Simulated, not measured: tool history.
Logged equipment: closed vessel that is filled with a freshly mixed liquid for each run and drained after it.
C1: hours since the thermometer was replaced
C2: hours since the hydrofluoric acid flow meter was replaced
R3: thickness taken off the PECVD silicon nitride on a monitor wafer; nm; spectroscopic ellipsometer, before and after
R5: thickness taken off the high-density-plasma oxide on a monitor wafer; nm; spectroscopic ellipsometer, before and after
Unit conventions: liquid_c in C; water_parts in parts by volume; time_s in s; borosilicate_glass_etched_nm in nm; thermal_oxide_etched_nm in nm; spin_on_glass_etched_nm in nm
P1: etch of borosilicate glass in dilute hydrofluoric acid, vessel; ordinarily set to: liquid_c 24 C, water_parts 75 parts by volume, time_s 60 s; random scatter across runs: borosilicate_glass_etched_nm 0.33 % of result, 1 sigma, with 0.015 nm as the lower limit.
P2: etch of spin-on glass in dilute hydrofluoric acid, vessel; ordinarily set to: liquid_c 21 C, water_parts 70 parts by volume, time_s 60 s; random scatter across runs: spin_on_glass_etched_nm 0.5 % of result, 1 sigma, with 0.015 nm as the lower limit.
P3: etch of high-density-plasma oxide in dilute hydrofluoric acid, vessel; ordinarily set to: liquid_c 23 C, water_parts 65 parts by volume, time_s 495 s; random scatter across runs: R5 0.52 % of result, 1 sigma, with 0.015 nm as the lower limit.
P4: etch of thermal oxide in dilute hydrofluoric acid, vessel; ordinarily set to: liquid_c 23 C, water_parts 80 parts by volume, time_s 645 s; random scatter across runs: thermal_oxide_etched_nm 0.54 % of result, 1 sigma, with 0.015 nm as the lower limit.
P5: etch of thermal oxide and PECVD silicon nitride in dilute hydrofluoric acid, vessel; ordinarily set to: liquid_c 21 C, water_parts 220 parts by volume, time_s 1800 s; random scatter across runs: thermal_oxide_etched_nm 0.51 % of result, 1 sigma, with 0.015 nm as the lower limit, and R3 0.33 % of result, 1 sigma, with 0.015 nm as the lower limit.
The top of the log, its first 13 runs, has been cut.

Run 14, day 7.058: process P4, liquid_c 23 C, water_parts 25 parts by volume, time_s 645 s; C1 954.8; C2 686.4. Result: thermal_oxide_etched_nm 126.79 nm.
Run 15, day 7.746: process P5, liquid_c 21 C, water_parts 70 parts by volume, time_s 1800 s; C1 971.3; C2 702.9. Result: thermal_oxide_etched_nm 112.32 nm, R3 120.33 nm.
Run 16, day 8.308: process P1, liquid_c 24 C, water_parts 75 parts by volume, time_s 60 s; C1 984.8; C2 716.4. Result: borosilicate_glass_etched_nm 28.177 nm.
At day 8.525: thermometer replaced.
Run 17, day 8.979: process P3, liquid_c 23 C, water_parts 65 parts by volume, time_s 495 s; C1 11; C2 732.5. Result: R5 46.412 nm.
Run 18, day 9.479: process P4, liquid_c 17.5 C, water_parts 80 parts by volume, time_s 645 s; C1 23; C2 744.5. Result: thermal_oxide_etched_nm 29.355 nm.
Run 19, day 9.812: process P1, liquid_c 24 C, water_parts 40 parts by volume, time_s 60 s; C1 31; C2 752.5. Result: borosilicate_glass_etched_nm 54.938 nm.
Run 20, day 10.158: process P1, liquid_c 24 C, water_parts 100 parts by volume, time_s 115 s; C1 39.3; C2 760.8. Result: borosilicate_glass_etched_nm 39.154 nm.
Run 21, day 10.854: process P1, liquid_c 24 C, water_parts 75 parts by volume, time_s 60 s; C1 56; C2 777.5. Result: borosilicate_glass_etched_nm 28.117 nm.
Run 22, day 11.321: process P2, liquid_c 17 C, water_parts 70 parts by volume, time_s 60 s; C1 67.2; C2 788.7. Result: spin_on_glass_etched_nm 20.566 nm.
Run 23, day 11.904: process P1, liquid_c 24 C, water_parts 75 parts by volume, time_s 60 s; C1 81.2; C2 802.7. Result: borosilicate_glass_etched_nm 28.229 nm.
At day 12.267: hydrofluoric acid flow meter replaced.
Run 24, day 12.488: process P5, liquid_c 21 C, water_parts 220 parts by volume, time_s 1800 s; C1 95.2; C2 5.3. Result: thermal_oxide_etched_nm 30.534 nm, R3 39.582 nm.
Run 25, day 13.188: process P5, liquid_c 21 C, water_parts 220 parts by volume, time_s 3530 s; C1 112; C2 22.1. Result: thermal_oxide_etched_nm 59.907 nm, R3 77.559 nm.
Run 26, day 13.788: process P1, liquid_c 17 C, water_parts 75 parts by volume, time_s 60 s; C1 126.4; C2 36.5. Result: borosilicate_glass_etched_nm 21.019 nm.
Run 27, day 14.2: process P2, liquid_c 21 C, water_parts 70 parts by volume, time_s 60 s; C1 136.3; C2 46.4. Result: spin_on_glass_etched_nm 24.5 nm.
Run 28, day 14.642: process P2, liquid_c 21 C, water_parts 70 parts by volume, time_s 110 s; C1 146.9; C2 57. Result: spin_on_glass_etched_nm 44.76 nm.
Run 29, day 15.171: process P3, liquid_c 17 C, water_parts 65 parts by volume, time_s 495 s; C1 159.6; C2 69.7. Result: R5 35.842 nm.
Run 30, day 15.746: process P1, liquid_c 24 C, water_parts 75 parts by volume, time_s 60 s; C1 173.4; C2 83.5. Result: borosilicate_glass_etched_nm 28.228 nm.
Run 31, day 16.308: process P1, liquid_c 24 C, water_parts 75 parts by volume, time_s 60 s; C1 186.9; C2 97. Result: borosilicate_glass_etched_nm 27.945 nm.
Run 32, day 16.679: process P1, liquid_c 24 C, water_parts 75 parts by volume, time_s 60 s; C1 195.8; C2 105.9. Result: borosilicate_glass_etched_nm 27.552 nm.
Run 33, day 17.288: process P1, liquid_c 24 C, water_parts 75 parts by volume, time_s 60 s; C1 210.4; C2 120.5. Result: borosilicate_glass_etched_nm 26.887 nm.
Run 34, day 17.879: process P1, liquid_c 24 C, water_parts 75 parts by volume, time_s 60 s; C1 224.6; C2 134.7. Result: borosilicate_glass_etched_nm 26.591 nm.
Run 35, day 18.567: process P1, liquid_c 24 C, water_parts 75 parts by volume, time_s 60 s; C1 241.1; C2 151.2. Result: borosilicate_glass_etched_nm 26.455 nm.
Run 36, day 19.154: process P1, liquid_c 24 C, water_parts 75 parts by volume, time_s 60 s; C1 255.2; C2 165.3. Result: borosilicate_glass_etched_nm 26.203 nm.

Run 37 is up next; what results do you expect?
Run 37, day 19.629: process P1, liquid_c 24 C, water_parts 75 parts by volume, time_s 60 s; C1 266.6; C2 176.7. Result: borosilicate_glass_etched_nm ?.

borosilicate_glass_etched_nm: 26.403 nm
